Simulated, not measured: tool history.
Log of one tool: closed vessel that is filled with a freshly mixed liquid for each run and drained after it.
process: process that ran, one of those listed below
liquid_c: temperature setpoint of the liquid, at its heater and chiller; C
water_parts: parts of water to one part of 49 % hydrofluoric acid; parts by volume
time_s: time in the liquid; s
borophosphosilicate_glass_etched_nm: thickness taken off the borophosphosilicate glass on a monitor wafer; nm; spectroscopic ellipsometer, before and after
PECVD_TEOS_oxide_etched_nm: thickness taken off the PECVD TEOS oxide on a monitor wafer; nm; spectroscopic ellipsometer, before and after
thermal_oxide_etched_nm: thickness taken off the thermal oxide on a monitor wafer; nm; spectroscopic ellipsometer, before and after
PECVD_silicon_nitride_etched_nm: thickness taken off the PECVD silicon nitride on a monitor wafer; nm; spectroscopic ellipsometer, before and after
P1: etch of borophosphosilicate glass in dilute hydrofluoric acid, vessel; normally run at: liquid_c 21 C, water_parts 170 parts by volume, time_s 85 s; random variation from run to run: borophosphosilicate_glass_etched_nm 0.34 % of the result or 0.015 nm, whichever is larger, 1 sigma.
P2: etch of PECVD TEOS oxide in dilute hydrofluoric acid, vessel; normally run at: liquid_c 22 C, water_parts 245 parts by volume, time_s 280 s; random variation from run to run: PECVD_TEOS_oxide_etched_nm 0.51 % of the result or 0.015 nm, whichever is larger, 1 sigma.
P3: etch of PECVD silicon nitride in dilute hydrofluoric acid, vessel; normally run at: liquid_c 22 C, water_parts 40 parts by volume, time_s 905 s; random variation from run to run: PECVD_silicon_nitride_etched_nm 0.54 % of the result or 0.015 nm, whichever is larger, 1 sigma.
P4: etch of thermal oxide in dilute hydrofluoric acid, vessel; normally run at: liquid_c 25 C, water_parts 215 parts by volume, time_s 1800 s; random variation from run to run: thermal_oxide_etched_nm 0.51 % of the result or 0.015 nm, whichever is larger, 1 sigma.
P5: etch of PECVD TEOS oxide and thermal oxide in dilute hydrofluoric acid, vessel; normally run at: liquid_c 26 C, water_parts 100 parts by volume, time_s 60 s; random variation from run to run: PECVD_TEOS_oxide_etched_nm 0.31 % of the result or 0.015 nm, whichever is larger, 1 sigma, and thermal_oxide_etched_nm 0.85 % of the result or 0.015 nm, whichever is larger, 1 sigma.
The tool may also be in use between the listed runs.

run,hour,process,liquid_c,water_parts,time_s,hours since the thermometer was replaced,hours since the hydrofluoric acid flow meter was replaced,borophosphosilicate_glass_etched_nm,PECVD_TEOS_oxide_etched_nm,thermal_oxide_etched_nm,PECVD_silicon_nitride_etched_nm
1,12.6,P1,21,170,85,422.4,1339.1,17.286,,,
2,24.7,P5,26,100,115,434.5,1351.2,,19.432,5.9109,
3,32.9,P1,21,170,140,442.7,1359.4,28.425,,,
4,39.4,P1,21,170,85,449.2,1365.9,17.221,,,
5,46.6,P2,28,245,280,456.4,1373.1,,9.6866,,
6,58.1,P3,22,40,905,467.9,1384.6,,,,44.683
7,65.7,P4,25,335,1800,475.5,1392.2,,,21.009,
8,71.8,P1,21,240,85,481.6,1398.3,11.377,,,
9,81.1,P1,21,170,85,490.9,1407.6,17.171,,,
10,88.4,P1,21,170,40,498.2,1414.9,8.0596,,,
11,97.4,P2,22,245,70,507.2,1423.9,,1.9418,,
12,104.7,P4,17.5,215,1800,514.5,1431.2,,,27.637,
13,116.1,P3,22,65,905,525.9,1442.6,,,,27.728
14,123.7,P5,20,100,60,533.5,1450.2,,7.9573,2.3843,
15,130.5,P4,25,215,700,540.3,1457,,,14.334,
16,143.6,P1,17,170,85,553.4,1470.1,14.693,,,
17,155.6,P1,21,170,85,565.4,1482.1,17.209,,,
18,168.2,P5,26,100,60,578,1494.7,,10.096,3.0693,
19,177,P5,26,170,60,586.8,1503.5,,5.468,1.6561,
20,189.6,P2,22,245,280,599.4,1516.1,,7.8215,,
21,200.9,P1,21,80,165,610.7,1527.4,78.459,,,
22,211.9,P3,22,40,445,621.7,1538.4,,,,22.096
23,222.9,P1,21,170,85,632.7,1549.4,17.206,,,
24,232.8,P1,17,300,85,642.6,1559.3,7.4156,,,
25,241.5,P1,21,35,85,651.3,1568,97.369,,,
26,253.7,P1,21,170,85,663.5,1580.2,17.273,,,

Run 27 comes next. What will it give?
27,266,P2,22,60,280,675.8,1592.5,,?,,

{"run 27": {"PECVD_TEOS_oxide_etched_nm": 39.297}}

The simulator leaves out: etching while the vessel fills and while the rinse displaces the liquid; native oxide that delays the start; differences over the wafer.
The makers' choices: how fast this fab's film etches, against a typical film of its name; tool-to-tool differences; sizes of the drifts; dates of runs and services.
